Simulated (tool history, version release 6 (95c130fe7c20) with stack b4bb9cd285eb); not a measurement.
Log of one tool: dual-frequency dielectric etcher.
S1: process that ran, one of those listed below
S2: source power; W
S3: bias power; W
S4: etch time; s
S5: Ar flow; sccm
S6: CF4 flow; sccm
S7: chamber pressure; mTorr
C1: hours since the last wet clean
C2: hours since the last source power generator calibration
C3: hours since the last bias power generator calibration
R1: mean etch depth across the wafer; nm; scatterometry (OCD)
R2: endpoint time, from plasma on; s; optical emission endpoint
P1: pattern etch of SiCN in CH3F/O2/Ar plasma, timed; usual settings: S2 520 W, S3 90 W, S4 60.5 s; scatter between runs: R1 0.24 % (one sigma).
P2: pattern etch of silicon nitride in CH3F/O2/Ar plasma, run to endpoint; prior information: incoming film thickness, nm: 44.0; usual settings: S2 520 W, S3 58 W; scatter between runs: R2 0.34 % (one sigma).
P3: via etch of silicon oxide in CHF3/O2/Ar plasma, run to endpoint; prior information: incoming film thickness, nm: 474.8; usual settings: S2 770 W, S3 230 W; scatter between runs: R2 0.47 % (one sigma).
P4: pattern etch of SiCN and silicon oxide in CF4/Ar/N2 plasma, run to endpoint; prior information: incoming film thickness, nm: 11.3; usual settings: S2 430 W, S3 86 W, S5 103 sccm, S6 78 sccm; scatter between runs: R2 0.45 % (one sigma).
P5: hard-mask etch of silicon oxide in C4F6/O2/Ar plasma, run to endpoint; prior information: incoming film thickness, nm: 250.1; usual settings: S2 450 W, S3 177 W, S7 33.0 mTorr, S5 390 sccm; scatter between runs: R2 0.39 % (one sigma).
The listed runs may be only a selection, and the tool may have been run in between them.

| run | day | S1 | S2 | S3 | S4 | S5 | S6 | S7 | C1 | C2 | C3 | R1 | R2 |
|---|---|---|---|---|---|---|---|---|---|---|---|---|---|
| 1 | 0.229 | P1 | 520 | 90 | 60.5 |  |  |  | 64.4 | 720.0 | 1224.8 | 26.626 |  |
| 2 | 0.475 | P2 | 520 | 58 |  |  |  |  | 70.3 | 725.9 | 1230.7 |  | 61.020 |
| 3 | 0.746 | P4 | 430 | 56 |  | 103 | 78 |  | 76.8 | 732.4 | 1237.2 |  | 14.838 |
| 4 | 1.217 | P2 | 520 | 58 |  |  |  |  | 88.1 | 743.7 | 1248.5 |  | 61.278 |
| 5 | 1.642 | P1 | 710 | 90 | 60.5 |  |  |  | 98.3 | 753.9 | 1258.7 | 29.873 |  |
| 6 | 2.112 | P5 | 450 | 106 |  | 390 |  | 33.0 | 109.6 | 765.2 | 1270.0 |  | 92.439 |
| 7 | 2.383 | P1 | 690 | 90 | 38.0 |  |  |  | 116.1 | 771.7 | 1276.5 | 18.538 |  |
| 8 | 2.646 | P3 | 770 | 230 |  |  |  |  | 122.4 | 778.0 | 1282.8 |  | 198.830 |
| 9 | 3.079 | P4 | 280 | 86 |  | 103 | 78 |  | 132.8 | 788.4 | 1293.2 |  | 18.633 |
| 10 | 3.538 | P3 | 770 | 230 |  |  |  |  | 143.8 | 799.4 | 1304.2 |  | 197.430 |
| 11 | 4.050 | P5 | 450 | 177 |  | 273 |  | 33.0 | 156.1 | 811.7 | 1316.5 |  | 76.513 |
| 12 | 4.429 | P1 | 520 | 90 | 45.0 |  |  |  | 165.2 | 820.8 | 1325.6 | 19.881 |  |
| 13 | 4.892 | P5 | 570 | 177 |  | 390 |  | 33.0 | 176.3 | 831.9 | 1336.7 |  | 72.749 |
| 14 | 5.288 | P1 | 410 | 90 | 60.5 |  |  |  | 185.8 | 841.4 | 1346.2 | 24.466 |  |
| 15 | 5.729 | P1 | 520 | 90 | 60.5 |  |  |  | 196.4 | 852.0 | 1356.8 | 26.662 |  |
| 16 | 6.150 | P1 | 520 | 90 | 60.5 |  |  |  | 206.5 | 862.1 | 1366.9 | 26.638 |  |
| 17 | 6.500 | P2 | 350 | 58 |  |  |  |  | 214.9 | 870.5 | 1375.3 |  | 71.442 |
|  | 6.867 | bias power generator calibrated |
| 18 | 6.879 | P5 | 450 | 177 |  | 390 |  | 40.5 | 224.0 | 879.6 | 0.3 |  | 81.743 |
| 19 | 7.383 | P4 | 430 | 86 |  | 127 | 78 |  | 236.1 | 891.7 | 12.4 |  | 13.127 |
| 20 | 7.758 | P4 | 430 | 86 |  | 103 | 78 |  | 245.1 | 900.7 | 21.4 |  | 12.781 |
| 21 | 8.196 | P1 | 520 | 120 | 60.5 |  |  |  | 255.6 | 911.2 | 31.9 | 29.596 |  |
| 22 | 8.704 | P4 | 430 | 86 |  | 103 | 78 |  | 267.8 | 923.4 | 44.1 |  | 12.777 |
| 23 | 9.183 | P3 | 770 | 172 |  |  |  |  | 279.3 | 934.9 | 55.6 |  | 219.750 |
| 24 | 9.529 | P1 | 520 | 90 | 75.5 |  |  |  | 287.6 | 943.2 | 63.9 | 33.327 |  |
| 25 | 9.912 | P5 | 450 | 177 |  | 390 |  | 33.0 | 296.8 | 952.4 | 73.1 |  | 80.034 |
| 26 | 10.379 | P4 | 430 | 86 |  | 103 | 59 |  | 308.0 | 963.6 | 84.3 |  | 13.250 |
| 27 | 10.883 | P1 | 520 | 72 | 60.5 |  |  |  | 320.1 | 975.7 | 96.4 | 24.550 |  |
| 28 | 11.383 | P5 | 450 | 177 |  | 390 |  | 33.0 | 332.1 | 987.7 | 108.4 |  | 79.533 |
| 29 | 11.833 | P1 | 520 | 90 | 60.5 |  |  |  | 342.9 | 998.5 | 119.2 | 26.586 |  |
| 30 | 12.358 | P2 | 520 | 73 |  |  |  |  | 355.5 | 1011.1 | 131.8 |  | 56.629 |

Estimate the outcome of run 31 from the log above:
| 31 | 12.850 | P3 | 630 | 230 |  |  |  |  | 367.3 | 1022.9 | 143.6 |  | ? |

{"run 31": {"R2": 213.64}}
